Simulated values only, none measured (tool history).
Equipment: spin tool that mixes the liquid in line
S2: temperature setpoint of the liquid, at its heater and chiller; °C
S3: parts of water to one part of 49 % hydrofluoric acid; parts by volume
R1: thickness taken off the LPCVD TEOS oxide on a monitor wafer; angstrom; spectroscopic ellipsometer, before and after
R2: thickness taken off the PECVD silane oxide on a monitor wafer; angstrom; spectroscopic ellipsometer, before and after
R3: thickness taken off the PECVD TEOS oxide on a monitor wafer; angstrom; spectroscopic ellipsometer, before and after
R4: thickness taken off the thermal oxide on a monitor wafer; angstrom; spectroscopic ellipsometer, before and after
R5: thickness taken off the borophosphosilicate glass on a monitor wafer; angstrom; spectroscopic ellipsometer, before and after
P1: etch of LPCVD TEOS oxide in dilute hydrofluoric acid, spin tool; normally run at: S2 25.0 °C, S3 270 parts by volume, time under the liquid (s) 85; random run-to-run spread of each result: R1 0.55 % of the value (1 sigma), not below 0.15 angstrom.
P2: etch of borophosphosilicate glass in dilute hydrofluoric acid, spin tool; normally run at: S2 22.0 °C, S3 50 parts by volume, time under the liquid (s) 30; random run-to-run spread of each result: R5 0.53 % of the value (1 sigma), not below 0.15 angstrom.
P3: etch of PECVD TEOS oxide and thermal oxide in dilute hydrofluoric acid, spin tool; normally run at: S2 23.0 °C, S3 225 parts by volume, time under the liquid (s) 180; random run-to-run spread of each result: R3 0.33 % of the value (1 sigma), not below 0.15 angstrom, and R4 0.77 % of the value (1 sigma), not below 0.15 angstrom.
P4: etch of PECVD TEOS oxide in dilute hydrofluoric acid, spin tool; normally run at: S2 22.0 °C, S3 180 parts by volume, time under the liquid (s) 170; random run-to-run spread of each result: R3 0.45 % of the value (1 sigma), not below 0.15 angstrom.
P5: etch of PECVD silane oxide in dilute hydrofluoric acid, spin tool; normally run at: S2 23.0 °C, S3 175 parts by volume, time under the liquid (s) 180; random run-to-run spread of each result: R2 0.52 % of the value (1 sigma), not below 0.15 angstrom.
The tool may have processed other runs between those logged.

{"run": 1, "hour": 7.9, "process that ran": "P1", "S2": 25.0, "S3": 270, "time under the liquid (s)": 85, "R1": 47.388}
{"run": 2, "hour": 15.7, "process that ran": "P5", "S2": 23.0, "S3": 320, "time under the liquid (s)": 180, "R2": 180.75}
{"run": 3, "hour": 29.1, "process that ran": "P5", "S2": 23.0, "S3": 175, "time under the liquid (s)": 180, "R2": 385.2}
{"run": 4, "hour": 37.9, "process that ran": "P4", "S2": 22.0, "S3": 180, "time under the liquid (s)": 25, "R3": 16.098}
{"run": 5, "hour": 52.2, "process that ran": "P4", "S2": 22.0, "S3": 325, "time under the liquid (s)": 170, "R3": 51.983}
{"run": 6, "hour": 64.0, "process that ran": "P1", "S2": 32.0, "S3": 270, "time under the liquid (s)": 85, "R1": 58.929}
{"run": 7, "hour": 74.1, "process that ran": "P3", "S2": 23.0, "S3": 225, "time under the liquid (s)": 25, "R3": 16.16, "R4": 4.5289}
{"run": 8, "hour": 87.0, "process that ran": "P1", "S2": 25.0, "S3": 270, "time under the liquid (s)": 85, "R1": 47.381}
{"run": 9, "hour": 102.0, "process that ran": "P5", "S2": 23.0, "S3": 175, "time under the liquid (s)": 60, "R2": 127.33}
{"run": 10, "hour": 109.2, "process that ran": "P5", "S2": 31.0, "S3": 175, "time under the liquid (s)": 180, "R2": 515.03}
{"run": 11, "hour": 116.5, "process that ran": "P2", "S2": 17.0, "S3": 50, "time under the liquid (s)": 30, "R5": 229.5}
{"run": 12, "hour": 124.4, "process that ran": "P3", "S2": 23.0, "S3": 315, "time under the liquid (s)": 180, "R3": 77.271, "R4": 21.369}
{"hour": 133.0, "done": "hydrofluoric acid flow meter replaced"}
{"run": 13, "hour": 134.6, "process that ran": "P1", "S2": 25.0, "S3": 95, "time under the liquid (s)": 85, "R1": 162.81}
{"run": 14, "hour": 143.4, "process that ran": "P2", "S2": 22.0, "S3": 50, "time under the liquid (s)": 30, "R5": 288.86}
{"run": 15, "hour": 156.7, "process that ran": "P4", "S2": 22.0, "S3": 180, "time under the liquid (s)": 170, "R3": 107.54}
{"run": 16, "hour": 165.8, "process that ran": "P1", "S2": 19.0, "S3": 270, "time under the liquid (s)": 85, "R1": 38.14}
{"run": 17, "hour": 176.6, "process that ran": "P1", "S2": 25.0, "S3": 270, "time under the liquid (s)": 85, "R1": 46.668}
{"run": 18, "hour": 187.8, "process that ran": "P1", "S2": 19.5, "S3": 270, "time under the liquid (s)": 150, "R1": 68.075}
{"run": 19, "hour": 198.5, "process that ran": "P2", "S2": 22.0, "S3": 30, "time under the liquid (s)": 30, "R5": 492.36}
{"run": 20, "hour": 210.9, "process that ran": "P1", "S2": 20.0, "S3": 270, "time under the liquid (s)": 40, "R1": 18.461}
{"run": 21, "hour": 218.4, "process that ran": "P4", "S2": 28.5, "S3": 180, "time under the liquid (s)": 170, "R3": 137.1}
{"run": 22, "hour": 232.0, "process that ran": "P3", "S2": 23.0, "S3": 225, "time under the liquid (s)": 180, "R3": 118.22, "R4": 33.152}
{"run": 23, "hour": 238.8, "process that ran": "P3", "S2": 19.0, "S3": 225, "time under the liquid (s)": 180, "R3": 100.99, "R4": 28.825}
{"run": 24, "hour": 253.0, "process that ran": "P1", "S2": 25.0, "S3": 270, "time under the liquid (s)": 35, "R1": 19.613}
{"run": 25, "hour": 259.6, "process that ran": "P1", "S2": 25.0, "S3": 455, "time under the liquid (s)": 85, "R1": 23.736}
{"run": 26, "hour": 273.2, "process that ran": "P2", "S2": 22.0, "S3": 50, "time under the liquid (s)": 15, "R5": 142.94}
{"run": 27, "hour": 285.3, "process that ran": "P5", "S2": 23.0, "S3": 175, "time under the liquid (s)": 180, "R2": 385.35}
{"run": 28, "hour": 292.5, "process that ran": "P1", "S2": 25.0, "S3": 270, "time under the liquid (s)": 160, "R1": 88.03}
{"run": 29, "hour": 307.7, "process that ran": "P1", "S2": 25.0, "S3": 270, "time under the liquid (s)": 85, "R1": 46.976}
{"run": 30, "hour": 316.7, "process that ran": "P1", "S2": 25.0, "S3": 270, "time under the liquid (s)": 85, "R1": 46.659}
{"run": 31, "hour": 324.1, "process that ran": "P1", "S2": 25.0, "S3": 270, "time under the liquid (s)": 85, "R1": 46.678}
{"run": 32, "hour": 337.4, "process that ran": "P1", "S2": 25.0, "S3": 270, "time under the liquid (s)": 85, "R1": 48.458}
{"run": 33, "hour": 344.3, "process that ran": "P1", "S2": 25.0, "S3": 270, "time under the liquid (s)": 85, "R1": 49.297}
{"run": 34, "hour": 352.7, "process that ran": "P1", "S2": 25.0, "S3": 270, "time under the liquid (s)": 85, "R1": 49.584}
{"run": 35, "hour": 363.4, "process that ran": "P1", "S2": 25.0, "S3": 270, "time under the liquid (s)": 85, "R1": 50.435}
{"run": 36, "hour": 370.4, "process that ran": "P1", "S2": 25.0, "S3": 270, "time under the liquid (s)": 85, "R1": 50.093}
{"run": 37, "hour": 382.9, "process that ran": "P1", "S2": 25.0, "S3": 270, "time under the liquid (s)": 85, "R1": 51.115}
{"run": 38, "hour": 390.6, "process that ran": "P1", "S2": 25.0, "S3": 270, "time under the liquid (s)": 85, "R1": 51.125}

Run 39 has not been measured yet. What should we expect?
{"run": 39, "hour": 398.8, "process that ran": "P1", "S2": 25.0, "S3": 270, "time under the liquid (s)": 85, "R1": "?"}

{"run 39": {"R1": 50.7}}
